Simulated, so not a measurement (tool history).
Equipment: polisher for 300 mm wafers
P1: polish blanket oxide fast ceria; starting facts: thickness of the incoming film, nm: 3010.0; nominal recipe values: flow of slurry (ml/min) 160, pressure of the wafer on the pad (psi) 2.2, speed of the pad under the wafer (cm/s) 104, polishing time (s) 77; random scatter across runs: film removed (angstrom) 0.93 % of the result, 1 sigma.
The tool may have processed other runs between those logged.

run    day  flow of slurry (ml/min)  pressure of the wafer on the pad (psi)  speed of the pad under the wafer (cm/s)  polishing time (s)  wafers polished on this pad  hours since the slurry nozzle was cleaned  hours since the head pressure was calibrated  film removed (angstrom)
  1  0.717                      160                                     2.2                                      104                  77                          179                                        170                                         282.9                    11032
  2  1.367                      160                                     2.2                                      144                  77                          270                                      185.6                                         298.5                    15139
  3  1.996                      245                                     2.2                                      104                  77                          358                                      200.7                                         313.6                    11719
  4  2.571                      160                                     2.2                                      104                  77                          438                                      214.5                                         327.4                    11143
  5  3.054                      160                                     1.3                                      104                 110                          506                                      226.1                                           339                   9484.6
  6  3.533                      160                                     2.2                                      104                  77                          573                                      237.6                                         350.5                    11031
  7  3.879                      160                                     2.2                                      104                  77                          621                                      245.9                                         358.8                    11205
  8  4.475                      160                                       1                                      104                  77                          704                                      260.2                                         373.1                   5104.3
     4.612  -- slurry nozzle cleaned
  9  5.067                      160                                     2.2                                      104                  77                          787                                       10.9                                         387.3                    11228
 10  5.767                      160                                     2.2                                      104                 112                          885                                       27.7                                         404.1                    16060
 11   6.35                      160                                     2.2                                       76                  77                          967                                       41.7                                         418.1                   8053.7
 12  6.708                       95                                     2.2                                      104                  77                         1017                                       50.3                                         426.7                    10035
 13  7.138                      160                                     3.4                                      104                  77                         1077                                       60.6                                           437                    16945

What will run 14 give?
 14  7.654                      160                                     2.2                                      104                  50                         1149                                         73                                         449.4                        ?

film removed (angstrom): 7227.3
